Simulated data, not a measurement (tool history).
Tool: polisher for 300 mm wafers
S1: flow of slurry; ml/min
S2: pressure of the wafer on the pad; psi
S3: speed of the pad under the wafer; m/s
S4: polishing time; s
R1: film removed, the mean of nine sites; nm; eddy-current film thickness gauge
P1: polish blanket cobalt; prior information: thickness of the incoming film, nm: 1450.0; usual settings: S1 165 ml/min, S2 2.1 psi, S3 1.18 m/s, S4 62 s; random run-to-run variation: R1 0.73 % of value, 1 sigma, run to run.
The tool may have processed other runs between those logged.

run   hour   S1   S2    S3  S4      R1
  1    6.9  165  2.1  1.18  62  372.27
  2   16.7  100  2.1  1.62  62  461.27
  3   27.6  165  2.1  1.18  62  373.45
  4   38.7  165  2.1  1.18  62  372.04
  5   50.9  165  2.1  1.18  39  237.86
      53.3  -- worn pad replaced by a new one
  6   62.1  165  2.1  1.18  62  367.65
  7   72.2  165  2.1  0.68  62  216.17
  8   84.8  165  2.1  1.18  62  372.38
  9   93.8  115  2.1  1.18  62  350.33
 10  102.4  165  1.3  1.18  62  232.11
     104.9  -- head pressure recalibrated
 11  108.6  165  2.7  1.18  62  484.73
 12  117.8  165  2.1  1.18  99  593.88
 13  125.5  165  2.1  1.18  62  374.32
 14  135.4  165  2.1  1.72  62  541.79
 15  141.6  165  2.7  1.18  83  637.33
 16  148.7  235  2.1  1.18  62  394.23
 17  156.4  165  2.1  1.18  62  372.77
 18  168.4  165  2.1  1.18  62  361.61
 19    179  165  2.1  1.18  62  353.07
 20  188.3  165  2.1  1.18  62  345.77
 21  195.2  165  2.1  1.18  62  346.54
 22  203.8  165  2.1  1.18  62  339.96
     207.1  -- worn pad replaced by a new one
 23  211.6  165  2.1  1.18  62  340.62
 24  219.9  165  2.1  1.18  62  344.96

What will run 25 give?
 25  229.2  165  2.1  1.18  62   ?

Run 25 measured R1 342.6 nm.
